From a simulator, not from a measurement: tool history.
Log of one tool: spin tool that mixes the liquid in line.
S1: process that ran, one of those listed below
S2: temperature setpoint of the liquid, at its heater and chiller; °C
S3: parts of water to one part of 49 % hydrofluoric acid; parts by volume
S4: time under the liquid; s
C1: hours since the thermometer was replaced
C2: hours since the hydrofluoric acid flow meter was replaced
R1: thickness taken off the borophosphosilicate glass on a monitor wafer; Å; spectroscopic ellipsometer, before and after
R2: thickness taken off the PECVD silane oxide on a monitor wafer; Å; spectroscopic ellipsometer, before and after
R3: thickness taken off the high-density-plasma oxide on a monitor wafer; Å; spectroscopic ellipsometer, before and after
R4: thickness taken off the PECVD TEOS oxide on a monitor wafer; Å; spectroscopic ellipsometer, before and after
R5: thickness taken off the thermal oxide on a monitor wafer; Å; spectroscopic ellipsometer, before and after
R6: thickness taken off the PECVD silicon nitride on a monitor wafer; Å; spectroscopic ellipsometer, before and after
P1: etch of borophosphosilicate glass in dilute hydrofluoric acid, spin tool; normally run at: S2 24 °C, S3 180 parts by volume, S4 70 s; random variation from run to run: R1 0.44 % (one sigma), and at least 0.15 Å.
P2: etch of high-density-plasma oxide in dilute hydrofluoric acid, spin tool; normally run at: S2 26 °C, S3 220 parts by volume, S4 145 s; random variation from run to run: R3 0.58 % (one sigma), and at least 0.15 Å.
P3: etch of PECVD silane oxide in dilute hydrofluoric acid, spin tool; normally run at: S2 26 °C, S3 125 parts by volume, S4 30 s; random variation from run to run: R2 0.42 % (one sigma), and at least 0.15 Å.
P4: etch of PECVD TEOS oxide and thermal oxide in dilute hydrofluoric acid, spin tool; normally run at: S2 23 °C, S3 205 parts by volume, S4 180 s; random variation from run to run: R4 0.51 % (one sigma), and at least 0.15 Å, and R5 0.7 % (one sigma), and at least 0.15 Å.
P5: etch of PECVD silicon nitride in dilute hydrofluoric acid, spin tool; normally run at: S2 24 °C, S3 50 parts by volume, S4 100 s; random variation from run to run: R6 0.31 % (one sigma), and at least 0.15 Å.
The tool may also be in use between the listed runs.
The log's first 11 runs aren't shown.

run,hour,S1,S2,S3,S4,C1,C2,R1,R2,R3,R4,R5,R6
12,69.7,P1,19.5,180,70,1490,591.7,96.827,,,,,
13,75.2,P1,24,180,20,1495.5,597.2,32.652,,,,,
14,83.1,P2,26,220,285,1503.4,605.1,,,91.108,,,
15,88.1,P2,26,220,145,1508.4,610.1,,,46.574,,,
16,91.8,P1,24,180,70,1512.1,613.8,114.92,,,,,
17,96.7,P4,23,205,15,1517,618.7,,,,8.2127,3.1134,
18,102.6,P2,19,220,145,1522.9,624.6,,,35.738,,,
19,107.2,P1,24,105,70,1527.5,629.2,214.3,,,,,
20,111.6,P1,24,270,70,1531.9,633.6,69.642,,,,,
# hour 116.8: hydrofluoric acid flow meter replaced
21,119.6,P4,18.5,205,180,1539.9,2.9,,,,85.348,29.74,
22,127.5,P3,18,125,30,1547.8,10.8,,64.834,,,,
23,135.2,P5,24,50,100,1555.5,18.5,,,,,,112.07
24,143.1,P3,26,205,30,1563.4,26.4,,49.292,,,,

Forecast run 25:
25,150.4,P5,24,70,100,1570.7,33.7,,,,,,?

{"run 25": {"R6": 81.029}}

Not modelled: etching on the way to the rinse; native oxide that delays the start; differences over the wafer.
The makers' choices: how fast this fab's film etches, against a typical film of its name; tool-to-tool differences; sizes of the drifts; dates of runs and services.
